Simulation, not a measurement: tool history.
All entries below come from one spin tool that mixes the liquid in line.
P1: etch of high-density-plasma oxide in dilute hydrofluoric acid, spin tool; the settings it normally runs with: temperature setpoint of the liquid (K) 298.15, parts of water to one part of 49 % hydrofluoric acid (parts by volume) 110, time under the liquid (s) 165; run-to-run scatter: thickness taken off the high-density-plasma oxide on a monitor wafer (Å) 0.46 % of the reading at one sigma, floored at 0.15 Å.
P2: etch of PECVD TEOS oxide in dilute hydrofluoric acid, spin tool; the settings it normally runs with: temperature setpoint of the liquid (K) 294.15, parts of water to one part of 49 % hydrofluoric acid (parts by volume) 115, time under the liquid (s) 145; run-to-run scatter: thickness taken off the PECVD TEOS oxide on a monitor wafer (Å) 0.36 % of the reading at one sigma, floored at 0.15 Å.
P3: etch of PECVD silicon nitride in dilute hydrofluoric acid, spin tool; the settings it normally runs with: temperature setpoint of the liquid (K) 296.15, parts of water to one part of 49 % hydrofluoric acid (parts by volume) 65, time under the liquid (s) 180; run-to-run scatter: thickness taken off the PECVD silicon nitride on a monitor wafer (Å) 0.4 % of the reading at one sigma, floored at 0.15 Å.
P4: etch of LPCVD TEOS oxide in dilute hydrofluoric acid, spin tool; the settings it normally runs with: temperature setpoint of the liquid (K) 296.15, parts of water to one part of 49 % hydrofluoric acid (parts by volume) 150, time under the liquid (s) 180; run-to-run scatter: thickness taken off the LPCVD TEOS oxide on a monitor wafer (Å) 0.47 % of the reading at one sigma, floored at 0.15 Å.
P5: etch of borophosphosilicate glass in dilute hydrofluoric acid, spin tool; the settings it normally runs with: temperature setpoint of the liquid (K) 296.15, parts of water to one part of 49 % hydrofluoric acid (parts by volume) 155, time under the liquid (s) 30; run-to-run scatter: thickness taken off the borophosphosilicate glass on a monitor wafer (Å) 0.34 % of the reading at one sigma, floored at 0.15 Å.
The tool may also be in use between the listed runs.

run,hour,process that ran,temperature setpoint of the liquid (K),parts of water to one part of 49 % hydrofluoric acid (parts by volume),time under the liquid (s),hours since the thermometer was replaced,hours since the hydrofluoric acid flow meter was replaced,thickness taken off the high-density-plasma oxide on a monitor wafer (Å),thickness taken off the PECVD silicon nitride on a monitor wafer (Å),thickness taken off the LPCVD TEOS oxide on a monitor wafer (Å),thickness taken off the PECVD TEOS oxide on a monitor wafer (Å),thickness taken off the borophosphosilicate glass on a monitor wafer (Å)
1,12.3,P1,298.15,110,165,753.3,958.8,78.114,,,,
2,25.4,P3,296.15,20,180,766.4,971.9,,290.63,,,
3,33.2,P1,298.15,30,85,774.2,979.7,163.39,,,,
4,48.1,P4,290.15,150,180,789.1,994.6,,,327.44,,
5,58.5,P2,301.65,115,145,799.5,1005,,,,125.56,
6,68.7,P2,294.15,115,145,809.7,1015.2,,,,94.094,
7,75.2,P1,298.15,110,165,816.2,1021.7,78.219,,,,
8,87.1,P1,298.15,165,165,828.1,1033.6,49.042,,,,
9,97.1,P2,294.15,195,145,838.1,1043.6,,,,51.049,
10,110.5,P4,296.15,150,180,851.5,1057,,,413.18,,
11,124.2,P1,298.15,165,75,865.2,1070.7,22.216,,,,
12,136.6,P1,298.15,65,165,877.6,1083.1,140.86,,,,
13,146.8,P5,296.15,155,30,887.8,1093.3,,,,,106.09
14,155.3,P1,294.65,110,165,896.3,1101.8,68.534,,,,
15,169.4,P4,296.15,60,180,910.4,1115.9,,,1155.2,,
16,176.1,P1,306.15,110,165,917.1,1122.6,105.86,,,,
17,188.4,P5,292.15,155,30,929.4,1134.9,,,,,90.297
18,196.2,P1,298.15,110,165,937.2,1142.7,79.436,,,,
19,210.8,P1,298.15,110,165,951.8,1157.3,78.157,,,,
20,222.3,P1,298.15,110,265,963.3,1168.8,125.84,,,,
21,235.8,P5,296.15,155,15,976.8,1182.3,,,,,53.103
22,246.2,P2,294.15,115,230,987.2,1192.7,,,,150.53,
23,253.5,P3,290.15,65,180,994.5,1200,,61.229,,,
24,261,P3,296.15,65,180,1002,1207.5,,93.097,,,
25,271.4,P4,296.15,150,15,1012.4,1217.9,,,34.275,,
26,281.9,P1,293.65,110,85,1022.9,1228.4,33.621,,,,
27,293.9,P3,296.15,65,180,1034.9,1240.4,,92.501,,,
28,300.3,P1,298.15,110,165,1041.3,1246.8,78.285,,,,
29,307.8,P5,296.15,215,30,1048.8,1254.3,,,,,71.5
30,321.7,P1,298.15,110,85,1062.7,1268.2,39.957,,,,
31,333.1,P1,298.15,110,165,1074.1,1279.6,78.19,,,,
32,343.2,P3,296.15,65,15,1084.2,1289.7,,7.6077,,,
33,357,P1,298.15,110,165,1098,1303.5,78.538,,,,
34,369.6,P1,298.15,110,165,1110.6,1316.1,81.049,,,,
35,378,P1,298.15,110,165,1119,1324.5,81.588,,,,
36,390.9,P1,298.15,110,165,1131.9,1337.4,82.33,,,,
37,399.1,P1,298.15,110,165,1140.1,1345.6,83.533,,,,
38,412.9,P1,298.15,110,165,1153.9,1359.4,83.773,,,,
39,420.4,P1,298.15,110,165,1161.4,1366.9,83.367,,,,
40,431.3,P1,298.15,110,165,1172.3,1377.8,84.305,,,,
41,441.7,P1,298.15,110,165,1182.7,1388.2,84.382,,,,

What P1 gives has crept away from where it was. These 2 causes fit the log equally well, each at the size given:
A: hydrofluoric acid flow above the setpoint (%) = 6.55
B: liquid hotter than its thermometer reads (K) = 1.87
The onset of the drift is placed at about hour 357.

Below are 4 check runs, each on a single wafer, with their results shown as question marks. Which of them would tell the listed causes apart, meaning the causes would give clearly different results under it?
check 1,452.1,P5,292.65,155,15,,,,,,,?
check 2,452.1,P4,290.15,150,35,,,,,?,,
check 3,452.1,P3,296.15,45,105,,,,?,,,
check 4,452.1,P2,298.65,180,145,,,,,,?,

What every check run would give for each of its results, assuming each possible cause in turn:
check,result,if A,if B
check 1,thickness taken off the borophosphosilicate glass on a monitor wafer (Å),49.574,49.605
check 2,thickness taken off the LPCVD TEOS oxide on a monitor wafer (Å),67.995,68.235
check 3,thickness taken off the PECVD silicon nitride on a monitor wafer (Å),82.609,88.118
check 4,thickness taken off the PECVD TEOS oxide on a monitor wafer (Å),71.757,71.189
Smallest distance between any two causes, each pair judged by its most separating result, in per cent: check 1 0.06 %; check 2 0.35 %; check 3 6.46 %; check 4 0.79 %
Check 3 is the one run that separates the causes; every other check would come out nearly the same whichever cause is at work.

Check 3 has now been run. It gave: thickness taken off the PECVD silicon nitride on a monitor wafer (Å) 82.446. Which of the candidate causes is it?

The correct cause is A, namely: hydrofluoric acid flow above the setpoint (%).
